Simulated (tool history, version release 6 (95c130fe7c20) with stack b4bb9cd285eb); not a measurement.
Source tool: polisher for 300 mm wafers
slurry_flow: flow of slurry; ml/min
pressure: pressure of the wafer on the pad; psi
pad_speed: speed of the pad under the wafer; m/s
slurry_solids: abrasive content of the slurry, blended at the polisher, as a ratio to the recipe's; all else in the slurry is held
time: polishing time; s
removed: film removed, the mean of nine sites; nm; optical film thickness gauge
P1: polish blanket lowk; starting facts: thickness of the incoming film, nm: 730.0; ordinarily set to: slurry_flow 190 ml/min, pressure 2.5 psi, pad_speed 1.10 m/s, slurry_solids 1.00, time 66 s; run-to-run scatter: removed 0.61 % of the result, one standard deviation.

run	hour	slurry_flow	pressure	pad_speed	slurry_solids	time	wafers polished on this pad	hours since the slurry nozzle was cleaned	hours since the head pressure was calibrated	hours since the slurry blender was calibrated	hours since the conditioning disc was replaced	removed
1	8.4	190	2.5	1.10	1.00	66	547	50.3	303.4	266.9	358.6	47.658
2	16.8	190	1.6	0.76	1.00	66	655	58.7	311.8	275.3	367.0	22.336
3	33.0	190	2.5	1.10	0.60	66	865	74.9	328.0	291.5	383.2	36.417
4	43.4	190	3.9	1.10	1.00	66	1000	85.3	338.4	301.9	393.6	73.572
5	56.6	190	2.5	1.10	1.00	30	1171	98.5	351.6	315.1	406.8	21.434
6	67.1	300	2.5	1.10	1.00	66	1307	109.0	362.1	325.6	417.3	49.885
7	76.5	190	2.5	0.50	1.00	66	1429	118.4	371.5	335.0	426.7	25.126
8	90.0	190	2.5	1.10	1.45	66	1604	131.9	385.0	348.5	440.2	55.287
9	100.8	190	2.5	1.10	1.00	100	1744	142.7	395.8	359.3	451.0	72.228
# hour 101.9: slurry blender recalibrated
10	116.2	140	3.4	1.10	1.00	66	1943	158.1	411.2	14.4	466.4	62.440
11	128.9	190	2.5	1.10	1.00	66	2108	170.8	423.9	27.1	479.1	47.828
12	143.7	190	2.5	1.74	1.00	66	2300	185.6	438.7	41.9	493.9	67.735
13	158.0	190	2.5	1.10	1.00	66	2485	199.9	453.0	56.2	508.2	47.734
14	174.5	115	2.5	1.10	1.00	66	2699	216.4	469.5	72.7	524.7	43.408
15	184.2	190	2.5	1.10	1.00	66	2824	226.1	479.2	82.4	534.4	47.257
16	200.8	190	1.6	1.10	1.00	66	3039	242.7	495.8	99.0	551.0	30.151
17	217.6	190	2.5	1.10	1.00	66	3257	259.5	512.6	115.8	567.8	47.308
18	234.8	190	2.5	1.10	1.00	66	3480	276.7	529.8	133.0	585.0	47.737
19	248.1	190	2.5	1.10	1.00	66	3652	290.0	543.1	146.3	598.3	45.751
20	264.6	190	2.5	1.10	1.00	66	3866	306.5	559.6	162.8	614.8	44.209
21	275.9	190	2.5	1.10	1.00	66	4012	317.8	570.9	174.1	626.1	43.796
# hour 284.6: slurry nozzle cleaned
# hour 286.1: conditioning disc replaced and pad reconditioned
# hour 286.5: head pressure recalibrated
22	290.3	190	2.5	1.10	1.00	66	4199	5.7	3.8	188.5	4.3	42.726
23	307.1	190	2.5	1.10	1.00	66	4417	22.5	20.6	205.3	21.1	42.801
24	315.0	190	2.5	1.10	1.00	66	4519	30.4	28.5	213.2	29.0	42.569

Forecast run 25:
25	326.2	190	2.5	1.10	1.00	66	4664	41.6	39.7	224.4	40.2	?

Run 25 yielded removed 42.821 nm.
